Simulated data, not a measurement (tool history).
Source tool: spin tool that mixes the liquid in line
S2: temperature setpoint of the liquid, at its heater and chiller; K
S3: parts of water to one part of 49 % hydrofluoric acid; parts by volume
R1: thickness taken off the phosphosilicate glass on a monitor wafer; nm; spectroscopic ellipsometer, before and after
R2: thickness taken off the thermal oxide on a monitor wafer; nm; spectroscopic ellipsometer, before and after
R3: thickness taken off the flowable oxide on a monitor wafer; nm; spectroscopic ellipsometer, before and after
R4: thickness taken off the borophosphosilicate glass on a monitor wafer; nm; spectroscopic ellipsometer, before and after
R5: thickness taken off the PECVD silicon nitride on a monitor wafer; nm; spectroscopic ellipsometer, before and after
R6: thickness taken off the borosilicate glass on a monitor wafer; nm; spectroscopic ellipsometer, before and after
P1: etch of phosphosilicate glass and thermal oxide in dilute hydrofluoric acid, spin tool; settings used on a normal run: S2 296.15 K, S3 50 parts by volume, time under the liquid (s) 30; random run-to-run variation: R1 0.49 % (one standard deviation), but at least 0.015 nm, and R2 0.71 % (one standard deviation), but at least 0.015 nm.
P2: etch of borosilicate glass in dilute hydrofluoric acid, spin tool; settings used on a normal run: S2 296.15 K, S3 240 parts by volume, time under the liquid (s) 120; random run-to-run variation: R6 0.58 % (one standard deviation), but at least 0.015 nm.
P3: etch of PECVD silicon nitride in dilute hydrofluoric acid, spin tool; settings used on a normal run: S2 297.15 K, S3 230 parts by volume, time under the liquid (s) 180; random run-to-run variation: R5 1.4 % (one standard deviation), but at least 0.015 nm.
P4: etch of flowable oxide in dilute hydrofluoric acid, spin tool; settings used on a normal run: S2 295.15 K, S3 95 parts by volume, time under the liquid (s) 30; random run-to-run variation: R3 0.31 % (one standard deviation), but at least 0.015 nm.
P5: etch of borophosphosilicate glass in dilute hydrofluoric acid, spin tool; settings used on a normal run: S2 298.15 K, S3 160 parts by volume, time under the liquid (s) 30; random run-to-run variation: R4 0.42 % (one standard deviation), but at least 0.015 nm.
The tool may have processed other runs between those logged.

Run 1, hour 3.8: process that ran P1, S2 296.15 K, S3 50 parts by volume, time under the liquid (s) 30. Result: R1 48.615 nm, R2 2.99 nm.
Run 2, hour 6.8: process that ran P4, S2 295.15 K, S3 95 parts by volume, time under the liquid (s) 30. Result: R3 9.9537 nm.
Run 3, hour 11.8: process that ran P1, S2 296.15 K, S3 50 parts by volume, time under the liquid (s) 30. Result: R1 49.212 nm, R2 2.9617 nm.
Run 4, hour 14.8: process that ran P5, S2 290.15 K, S3 160 parts by volume, time under the liquid (s) 30. Result: R4 7.5698 nm.
Run 5, hour 17.1: process that ran P1, S2 296.15 K, S3 50 parts by volume, time under the liquid (s) 60. Result: R1 97.964 nm, R2 5.8486 nm.
Run 6, hour 19.6: process that ran P1, S2 290.15 K, S3 50 parts by volume, time under the liquid (s) 30. Result: R1 37.662 nm, R2 2.3219 nm.
Run 7, hour 23.8: process that ran P3, S2 301.65 K, S3 230 parts by volume, time under the liquid (s) 180. Result: R5 2.6009 nm.
Run 8, hour 26.8: process that ran P1, S2 296.15 K, S3 50 parts by volume, time under the liquid (s) 15. Result: R1 24.392 nm, R2 1.4849 nm.
Run 9, hour 30.5: process that ran P5, S2 298.15 K, S3 45 parts by volume, time under the liquid (s) 30. Result: R4 42.542 nm.
Run 10, hour 33.8: process that ran P3, S2 297.15 K, S3 230 parts by volume, time under the liquid (s) 180. Result: R5 1.9429 nm.
Run 11, hour 37.9: process that ran P1, S2 296.15 K, S3 25 parts by volume, time under the liquid (s) 30. Result: R1 100.93 nm, R2 6.1578 nm.
Run 12, hour 41.1: process that ran P2, S2 296.15 K, S3 240 parts by volume, time under the liquid (s) 55. Result: R6 6.192 nm.
Run 13, hour 46.1: process that ran P1, S2 296.15 K, S3 50 parts by volume, time under the liquid (s) 30. Result: R1 48.748 nm, R2 2.9919 nm.
At hour 49.3: thermometer replaced.
Run 14, hour 49.5: process that ran P1, S2 296.15 K, S3 50 parts by volume, time under the liquid (s) 30. Result: R1 48.839 nm, R2 2.9819 nm.
Run 15, hour 53.7: process that ran P2, S2 296.15 K, S3 75 parts by volume, time under the liquid (s) 120. Result: R6 51.726 nm.
Run 16, hour 57: process that ran P3, S2 297.15 K, S3 230 parts by volume, time under the liquid (s) 335. Result: R5 3.5787 nm.
Run 17, hour 60.4: process that ran P2, S2 290.15 K, S3 240 parts by volume, time under the liquid (s) 120. Result: R6 10.77 nm.
Run 18, hour 64.8: process that ran P3, S2 297.15 K, S3 40 parts by volume, time under the liquid (s) 180. Result: R5 10.859 nm.
Run 19, hour 68.9: process that ran P5, S2 298.15 K, S3 160 parts by volume, time under the liquid (s) 30. Result: R4 10.44 nm.
Run 20, hour 71.2: process that ran P5, S2 298.15 K, S3 160 parts by volume, time under the liquid (s) 30. Result: R4 10.364 nm.
Run 21, hour 74.8: process that ran P2, S2 296.15 K, S3 240 parts by volume, time under the liquid (s) 120. Result: R6 13.268 nm.
Run 22, hour 77.1: process that ran P1, S2 296.15 K, S3 50 parts by volume, time under the liquid (s) 30. Result: R1 48.602 nm, R2 2.9932 nm.
Run 23, hour 79.9: process that ran P4, S2 295.15 K, S3 95 parts by volume, time under the liquid (s) 30. Result: R3 9.9454 nm.
Run 24, hour 82.3: process that ran P4, S2 290.15 K, S3 95 parts by volume, time under the liquid (s) 30. Result: R3 8.0571 nm.
Run 25, hour 84.5: process that ran P1, S2 301.65 K, S3 50 parts by volume, time under the liquid (s) 30. Result: R1 61.206 nm, R2 3.7232 nm.
Run 26, hour 88.3: process that ran P1, S2 303.65 K, S3 50 parts by volume, time under the liquid (s) 60. Result: R1 131.54 nm, R2 7.9694 nm.
Run 27, hour 91.3: process that ran P1, S2 296.15 K, S3 90 parts by volume, time under the liquid (s) 30. Result: R1 25.872 nm, R2 1.5687 nm.
Run 28, hour 95.4: process that ran P4, S2 295.15 K, S3 95 parts by volume, time under the liquid (s) 50. Result: R3 16.53 nm.
Run 29, hour 99.1: process that ran P5, S2 298.15 K, S3 160 parts by volume, time under the liquid (s) 55. Result: R4 19.116 nm.
Run 30, hour 104: process that ran P1, S2 296.15 K, S3 50 parts by volume, time under the liquid (s) 30. Result: R1 48.6 nm, R2 2.9789 nm.
Run 31, hour 108.3: process that ran P4, S2 295.15 K, S3 170 parts by volume, time under the liquid (s) 30. Result: R3 5.0763 nm.
Run 32, hour 110.7: process that ran P1, S2 296.15 K, S3 50 parts by volume, time under the liquid (s) 30. Result: R1 48.501 nm, R2 2.9868 nm.
Run 33, hour 114.5: process that ran P1, S2 296.15 K, S3 50 parts by volume, time under the liquid (s) 30. Result: R1 47.352 nm, R2 2.9305 nm.
Run 34, hour 116.8: process that ran P1, S2 296.15 K, S3 50 parts by volume, time under the liquid (s) 30. Result: R1 46.592 nm, R2 2.8529 nm.
Run 35, hour 120.2: process that ran P1, S2 296.15 K, S3 50 parts by volume, time under the liquid (s) 30. Result: R1 45.841 nm, R2 2.8594 nm.
Run 36, hour 124.3: process that ran P1, S2 296.15 K, S3 50 parts by volume, time under the liquid (s) 30. Result: R1 45.817 nm, R2 2.8303 nm.
Run 37, hour 129.1: process that ran P1, S2 296.15 K, S3 50 parts by volume, time under the liquid (s) 30. Result: R1 45.309 nm, R2 2.8074 nm.
Run 38, hour 132.4: process that ran P1, S2 296.15 K, S3 50 parts by volume, time under the liquid (s) 30. Result: R1 45.159 nm, R2 2.7206 nm.
Run 39, hour 134.9: process that ran P1, S2 296.15 K, S3 50 parts by volume, time under the liquid (s) 30. Result: R1 44.819 nm, R2 2.7783 nm.
Run 40, hour 139.2: process that ran P1, S2 296.15 K, S3 50 parts by volume, time under the liquid (s) 30. Result: R1 45.512 nm, R2 2.7965 nm.

Something has made what P1 gives creep away from where it was; the 2 causes below, each at its own stated size, fit the log equally well:
A: liquid colder than its thermometer reads (K) = 1.79
B: hydrofluoric acid flow below the setpoint (%) = 6.74
The creep began at about hour 110.7.

The 4 check runs listed below each average the results of 5 wafers, and their outcomes are marked with question marks. Under which run would the listed causes produce clearly different results?
Run check 1, hour 143.5: process that ran P2, S2 296.15 K, S3 75 parts by volume, time under the liquid (s) 120. Result: R6 ?.
Run check 2, hour 143.5: process that ran P4, S2 290.15 K, S3 95 parts by volume, time under the liquid (s) 45. Result: R3 ?.
Run check 3, hour 143.5: process that ran P3, S2 297.15 K, S3 100 parts by volume, time under the liquid (s) 310. Result: R5 ?.
Run check 4, hour 143.5: process that ran P5, S2 293.65 K, S3 55 parts by volume, time under the liquid (s) 30. Result: R4 ?.

If the cause were each of the candidates in turn, the checks would give the following:
  check  result    if A    if B
check 1      R6  47.841  47.693
check 2      R3  11.217   11.21
check 3      R5  6.8117  7.1603
check 4      R4  26.481  26.522
Per check, the gap between the least separated pair of causes, taken in the result that splits them most: check 1 0.31 %; check 2 0.06 %; check 3 4.99 %; check 4 0.15 %
Only check 3 tells the causes apart: in the others they would give nearly the same result.

Then check 3 was run and gave: R5 7.1676 nm. Which cause is it?

The correct cause is B, namely: hydrofluoric acid flow below the setpoint (%).
